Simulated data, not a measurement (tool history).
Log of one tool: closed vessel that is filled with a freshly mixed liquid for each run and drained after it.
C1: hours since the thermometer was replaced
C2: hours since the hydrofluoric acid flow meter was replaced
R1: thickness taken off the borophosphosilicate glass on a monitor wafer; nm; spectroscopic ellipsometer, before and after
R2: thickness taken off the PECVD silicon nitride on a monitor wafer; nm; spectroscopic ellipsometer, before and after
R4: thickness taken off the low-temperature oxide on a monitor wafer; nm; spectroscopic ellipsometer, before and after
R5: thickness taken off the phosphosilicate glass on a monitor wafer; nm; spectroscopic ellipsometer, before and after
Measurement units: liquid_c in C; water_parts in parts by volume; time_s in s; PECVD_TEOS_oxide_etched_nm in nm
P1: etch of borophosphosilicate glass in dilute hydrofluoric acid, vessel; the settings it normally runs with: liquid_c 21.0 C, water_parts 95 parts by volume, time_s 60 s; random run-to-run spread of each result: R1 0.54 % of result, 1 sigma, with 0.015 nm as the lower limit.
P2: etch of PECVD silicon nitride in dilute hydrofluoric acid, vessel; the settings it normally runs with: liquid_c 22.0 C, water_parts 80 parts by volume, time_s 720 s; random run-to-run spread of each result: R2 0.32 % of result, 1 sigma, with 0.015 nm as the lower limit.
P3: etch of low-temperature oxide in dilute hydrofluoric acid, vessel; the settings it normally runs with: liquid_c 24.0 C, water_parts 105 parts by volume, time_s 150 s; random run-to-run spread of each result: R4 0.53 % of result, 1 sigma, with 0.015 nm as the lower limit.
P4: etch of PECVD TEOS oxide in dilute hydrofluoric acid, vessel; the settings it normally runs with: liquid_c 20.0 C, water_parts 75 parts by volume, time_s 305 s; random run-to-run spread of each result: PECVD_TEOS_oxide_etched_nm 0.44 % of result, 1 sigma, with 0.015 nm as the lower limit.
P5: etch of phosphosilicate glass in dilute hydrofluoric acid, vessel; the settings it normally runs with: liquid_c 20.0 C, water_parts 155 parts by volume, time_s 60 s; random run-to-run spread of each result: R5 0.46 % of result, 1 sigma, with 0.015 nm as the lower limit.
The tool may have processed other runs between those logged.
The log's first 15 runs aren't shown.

run 16 hour=66.1 | process=P2 liquid_c=22.0 water_parts=80 time_s=1365 | C1=1456.8 C2=371.6 | R2=32.7260
run 17 hour=71.1 | process=P4 liquid_c=20.0 water_parts=20 time_s=305 | C1=1461.8 C2=376.6 | PECVD_TEOS_oxide_etched_nm=150.2200
run 18 hour=73.8 | process=P1 liquid_c=21.0 water_parts=95 time_s=60 | C1=1464.5 C2=379.3 | R1=39.019
run 19 hour=77.0 | process=P2 liquid_c=30.0 water_parts=80 time_s=720 | C1=1467.7 C2=382.5 | R2=29.1960
run 20 hour=80.3 | process=P1 liquid_c=21.0 water_parts=95 time_s=30 | C1=1471.0 C2=385.8 | R1=19.342
run 21 hour=83.6 | process=P5 liquid_c=20.0 water_parts=155 time_s=115 | C1=1474.3 C2=389.1 | R5=66.490
run 22 hour=88.6 | process=P5 liquid_c=20.0 water_parts=25 time_s=60 | C1=1479.3 C2=394.1 | R5=248.850
run 23 hour=92.5 | process=P1 liquid_c=21.0 water_parts=60 time_s=60 | C1=1483.2 C2=398.0 | R1=64.557
run 24 hour=97.2 | process=P4 liquid_c=20.0 water_parts=75 time_s=305 | C1=1487.9 C2=402.7 | PECVD_TEOS_oxide_etched_nm=37.0480
run 25 hour=101.7 | process=P1 liquid_c=21.0 water_parts=140 time_s=60 | C1=1492.4 C2=407.2 | R1=25.028
run 26 hour=107.1 | process=P1 liquid_c=29.0 water_parts=95 time_s=60 | C1=1497.8 C2=412.6 | R1=53.882
run 27 hour=110.4 | process=P5 liquid_c=17.0 water_parts=155 time_s=60 | C1=1501.1 C2=415.9 | R5=30.515

Predict the results of run 28:
run 28 hour=114.0 | process=P1 liquid_c=21.0 water_parts=95 time_s=90 | C1=1504.7 C2=419.5 | R1=?

Run 28 came out at R1 58.821 nm.
